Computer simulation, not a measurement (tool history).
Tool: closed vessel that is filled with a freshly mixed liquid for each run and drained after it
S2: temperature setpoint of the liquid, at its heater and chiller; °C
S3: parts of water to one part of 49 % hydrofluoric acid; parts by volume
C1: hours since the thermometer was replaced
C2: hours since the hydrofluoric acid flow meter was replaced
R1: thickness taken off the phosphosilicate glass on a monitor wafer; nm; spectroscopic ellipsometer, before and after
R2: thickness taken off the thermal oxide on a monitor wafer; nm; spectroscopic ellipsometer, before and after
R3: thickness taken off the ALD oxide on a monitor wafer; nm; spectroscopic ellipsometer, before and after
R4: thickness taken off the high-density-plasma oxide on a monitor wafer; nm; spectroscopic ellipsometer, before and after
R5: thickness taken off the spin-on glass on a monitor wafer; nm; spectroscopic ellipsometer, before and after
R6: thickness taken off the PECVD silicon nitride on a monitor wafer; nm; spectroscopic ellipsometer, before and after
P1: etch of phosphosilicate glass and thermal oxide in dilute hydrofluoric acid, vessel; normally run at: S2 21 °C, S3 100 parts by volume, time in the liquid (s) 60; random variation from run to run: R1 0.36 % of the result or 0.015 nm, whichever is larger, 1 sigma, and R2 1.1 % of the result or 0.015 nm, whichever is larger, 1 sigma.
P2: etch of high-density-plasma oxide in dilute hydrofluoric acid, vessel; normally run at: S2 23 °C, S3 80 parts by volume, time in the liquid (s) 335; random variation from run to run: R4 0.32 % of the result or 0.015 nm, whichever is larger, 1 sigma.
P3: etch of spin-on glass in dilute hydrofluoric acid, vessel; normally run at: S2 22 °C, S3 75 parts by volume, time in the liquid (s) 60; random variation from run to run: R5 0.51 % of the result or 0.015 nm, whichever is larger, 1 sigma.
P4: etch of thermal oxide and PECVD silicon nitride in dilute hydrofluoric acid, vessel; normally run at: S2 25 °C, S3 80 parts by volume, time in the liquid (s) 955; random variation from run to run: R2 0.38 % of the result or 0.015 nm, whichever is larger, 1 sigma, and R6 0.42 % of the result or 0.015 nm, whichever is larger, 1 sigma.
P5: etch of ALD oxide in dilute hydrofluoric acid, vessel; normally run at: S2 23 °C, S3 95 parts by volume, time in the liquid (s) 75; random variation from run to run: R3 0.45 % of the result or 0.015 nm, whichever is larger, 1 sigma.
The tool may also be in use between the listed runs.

{"run": 1, "day": 0.421, "process that ran": "P1", "S2": 21, "S3": 100, "time in the liquid (s)": 60, "C1": 590.5, "C2": 1291.3, "R1": 64.317, "R2": 2.4468}
{"run": 2, "day": 1.096, "process that ran": "P1", "S2": 17, "S3": 100, "time in the liquid (s)": 60, "C1": 606.7, "C2": 1307.5, "R1": 54.032, "R2": 2.1321}
{"run": 3, "day": 1.704, "process that ran": "P5", "S2": 23, "S3": 95, "time in the liquid (s)": 75, "C1": 621.3, "C2": 1322.1, "R3": 11.345}
{"run": 4, "day": 2.283, "process that ran": "P2", "S2": 23, "S3": 80, "time in the liquid (s)": 335, "C1": 635.2, "C2": 1336, "R4": 21.863}
{"run": 5, "day": 2.75, "process that ran": "P1", "S2": 21, "S3": 100, "time in the liquid (s)": 60, "C1": 646.4, "C2": 1347.2, "R1": 64.202, "R2": 2.4747}
{"run": 6, "day": 3.308, "process that ran": "P3", "S2": 28.5, "S3": 75, "time in the liquid (s)": 60, "C1": 659.8, "C2": 1360.6, "R5": 48.053}
{"run": 7, "day": 3.996, "process that ran": "P2", "S2": 23, "S3": 35, "time in the liquid (s)": 335, "C1": 676.3, "C2": 1377.1, "R4": 52.91}
{"run": 8, "day": 4.433, "process that ran": "P1", "S2": 21, "S3": 100, "time in the liquid (s)": 60, "C1": 686.8, "C2": 1387.6, "R1": 64.116, "R2": 2.4834}
{"run": 9, "day": 4.75, "process that ran": "P3", "S2": 22, "S3": 130, "time in the liquid (s)": 60, "C1": 694.4, "C2": 1395.2, "R5": 20.083}
{"run": 10, "day": 5.225, "process that ran": "P4", "S2": 25, "S3": 80, "time in the liquid (s)": 310, "C1": 705.8, "C2": 1406.6, "R2": 18.996, "R6": 7.0624}
{"run": 11, "day": 5.696, "process that ran": "P1", "S2": 21, "S3": 100, "time in the liquid (s)": 30, "C1": 717.1, "C2": 1417.9, "R1": 31.956, "R2": 1.2498}
{"run": 12, "day": 6.192, "process that ran": "P2", "S2": 23, "S3": 80, "time in the liquid (s)": 335, "C1": 729, "C2": 1429.8, "R4": 21.856}
{"run": 13, "day": 6.633, "process that ran": "P1", "S2": 21, "S3": 30, "time in the liquid (s)": 60, "C1": 739.6, "C2": 1440.4, "R1": 232.39, "R2": 9.0404}
{"run": 14, "day": 7.067, "process that ran": "P4", "S2": 25, "S3": 80, "time in the liquid (s)": 955, "C1": 750, "C2": 1450.8, "R2": 58.611, "R6": 21.587}
{"run": 15, "day": 7.546, "process that ran": "P2", "S2": 28.5, "S3": 80, "time in the liquid (s)": 335, "C1": 761.5, "C2": 1462.3, "R4": 27.154}
{"run": 16, "day": 7.846, "process that ran": "P1", "S2": 21, "S3": 160, "time in the liquid (s)": 60, "C1": 768.7, "C2": 1469.5, "R1": 37.614, "R2": 1.4809}
{"run": 17, "day": 8.167, "process that ran": "P1", "S2": 26, "S3": 100, "time in the liquid (s)": 60, "C1": 776.4, "C2": 1477.2, "R1": 77.956, "R2": 3.0369}
{"run": 18, "day": 8.642, "process that ran": "P5", "S2": 23, "S3": 95, "time in the liquid (s)": 30, "C1": 787.8, "C2": 1488.6, "R3": 4.5603}
{"run": 19, "day": 8.946, "process that ran": "P1", "S2": 26, "S3": 50, "time in the liquid (s)": 60, "C1": 795.1, "C2": 1495.9, "R1": 167.21, "R2": 6.4864}
{"run": 20, "day": 9.479, "process that ran": "P3", "S2": 22, "S3": 75, "time in the liquid (s)": 60, "C1": 807.9, "C2": 1508.7, "R5": 36.94}
{"run": 21, "day": 10.121, "process that ran": "P5", "S2": 23, "S3": 95, "time in the liquid (s)": 75, "C1": 823.3, "C2": 1524.1, "R3": 11.378}
{"run": 22, "day": 10.55, "process that ran": "P4", "S2": 25, "S3": 45, "time in the liquid (s)": 955, "C1": 833.6, "C2": 1534.4, "R2": 109.33, "R6": 38.217}
{"run": 23, "day": 11.208, "process that ran": "P3", "S2": 22, "S3": 75, "time in the liquid (s)": 95, "C1": 849.4, "C2": 1550.2, "R5": 58.843}
{"run": 24, "day": 11.629, "process that ran": "P5", "S2": 30.5, "S3": 95, "time in the liquid (s)": 75, "C1": 859.5, "C2": 1560.3, "R3": 15.308}
{"run": 25, "day": 12.062, "process that ran": "P4", "S2": 18.5, "S3": 80, "time in the liquid (s)": 955, "C1": 869.9, "C2": 1570.7, "R2": 44.688, "R6": 13.993}
{"run": 26, "day": 12.6, "process that ran": "P5", "S2": 23, "S3": 20, "time in the liquid (s)": 75, "C1": 882.8, "C2": 1583.6, "R3": 59.343}
{"run": 27, "day": 13.246, "process that ran": "P2", "S2": 23, "S3": 80, "time in the liquid (s)": 110, "C1": 898.3, "C2": 1599.1, "R4": 7.1238}
{"run": 28, "day": 13.875, "process that ran": "P4", "S2": 25, "S3": 80, "time in the liquid (s)": 955, "C1": 913.4, "C2": 1614.2, "R2": 58.322, "R6": 21.587}
{"run": 29, "day": 14.546, "process that ran": "P1", "S2": 21, "S3": 100, "time in the liquid (s)": 60, "C1": 929.5, "C2": 1630.3, "R1": 64.08, "R2": 2.5212}
{"run": 30, "day": 15.104, "process that ran": "P1", "S2": 21, "S3": 100, "time in the liquid (s)": 105, "C1": 942.9, "C2": 1643.7, "R1": 112.48, "R2": 4.303}
{"run": 31, "day": 15.762, "process that ran": "P1", "S2": 21, "S3": 100, "time in the liquid (s)": 60, "C1": 958.7, "C2": 1659.5, "R1": 64.045, "R2": 2.5233}
{"run": 32, "day": 16.45, "process that ran": "P1", "S2": 21, "S3": 100, "time in the liquid (s)": 60, "C1": 975.2, "C2": 1676, "R1": 65.688, "R2": 2.6244}
{"run": 33, "day": 16.846, "process that ran": "P1", "S2": 21, "S3": 100, "time in the liquid (s)": 60, "C1": 984.7, "C2": 1685.5, "R1": 66.561, "R2": 2.5911}
{"run": 34, "day": 17.162, "process that ran": "P1", "S2": 21, "S3": 100, "time in the liquid (s)": 60, "C1": 992.3, "C2": 1693.1, "R1": 67.021, "R2": 2.6101}
{"run": 35, "day": 17.762, "process that ran": "P1", "S2": 21, "S3": 100, "time in the liquid (s)": 60, "C1": 1006.7, "C2": 1707.5, "R1": 67.591, "R2": 2.6729}
{"run": 36, "day": 18.104, "process that ran": "P1", "S2": 21, "S3": 100, "time in the liquid (s)": 60, "C1": 1014.9, "C2": 1715.7, "R1": 68.116, "R2": 2.6669}
{"run": 37, "day": 18.579, "process that ran": "P1", "S2": 21, "S3": 100, "time in the liquid (s)": 60, "C1": 1026.3, "C2": 1727.1, "R1": 68.067, "R2": 2.6607}
{"run": 38, "day": 18.904, "process that ran": "P1", "S2": 21, "S3": 100, "time in the liquid (s)": 60, "C1": 1034.1, "C2": 1734.9, "R1": 68.01, "R2": 2.641}
{"run": 39, "day": 19.575, "process that ran": "P1", "S2": 21, "S3": 100, "time in the liquid (s)": 60, "C1": 1050.2, "C2": 1751, "R1": 68.768, "R2": 2.6801}
{"run": 40, "day": 20.233, "process that ran": "P1", "S2": 21, "S3": 100, "time in the liquid (s)": 60, "C1": 1066, "C2": 1766.8, "R1": 68.572, "R2": 2.6658}
{"run": 41, "day": 20.638, "process that ran": "P1", "S2": 21, "S3": 100, "time in the liquid (s)": 60, "C1": 1075.7, "C2": 1776.5, "R1": 68.465, "R2": 2.7141}

What P1 gives has crept away from where it was. These 2 causes fit the log equally well, each at the size given:
A: hydrofluoric acid flow above the setpoint (%) = 6.71
B: liquid hotter than its thermometer reads (K) = 1.79
The creep began at about day 15.762.

4 check runs are offered, one wafer each, their results left as question marks. Which one tells the causes apart?
{"run": "check 1", "day": 21.042, "process that ran": "P2", "S2": 27, "S3": 80, "time in the liquid (s)": 180, "R4": "?"}
{"run": "check 2", "day": 21.042, "process that ran": "P5", "S2": 29.5, "S3": 20, "time in the liquid (s)": 75, "R3": "?"}
{"run": "check 3", "day": 21.042, "process that ran": "P3", "S2": 26, "S3": 75, "time in the liquid (s)": 85, "R5": "?"}
{"run": "check 4", "day": 21.042, "process that ran": "P4", "S2": 18.5, "S3": 80, "time in the liquid (s)": 365, "R2": "?", "R6": "?"}

What each check would give under each cause:
check=check_1 result=R4 if_A=14.766 if_B=14.733
check=check_2 result=R3 if_A=82.996 if_B=83.421
check=check_3 result=R5 if_A=66.384 if_B=66.326
check=check_4 result=R2 if_A=18.361 if_B=18.44
check=check_4 result=R6 if_A=5.6872 if_B=6.0404
How far apart the two closest causes lie, in the result that separates them most: check 1 0.22 %; check 2 0.51 %; check 3 0.09 %; check 4 6.03 %
Check 4 tells the causes apart: in the others they would give nearly the same result.

Check 4 was then run and gave: R2 18.399 nm; R6 5.9715 nm. Which cause is it?

It is B: liquid hotter than its thermometer reads (K).
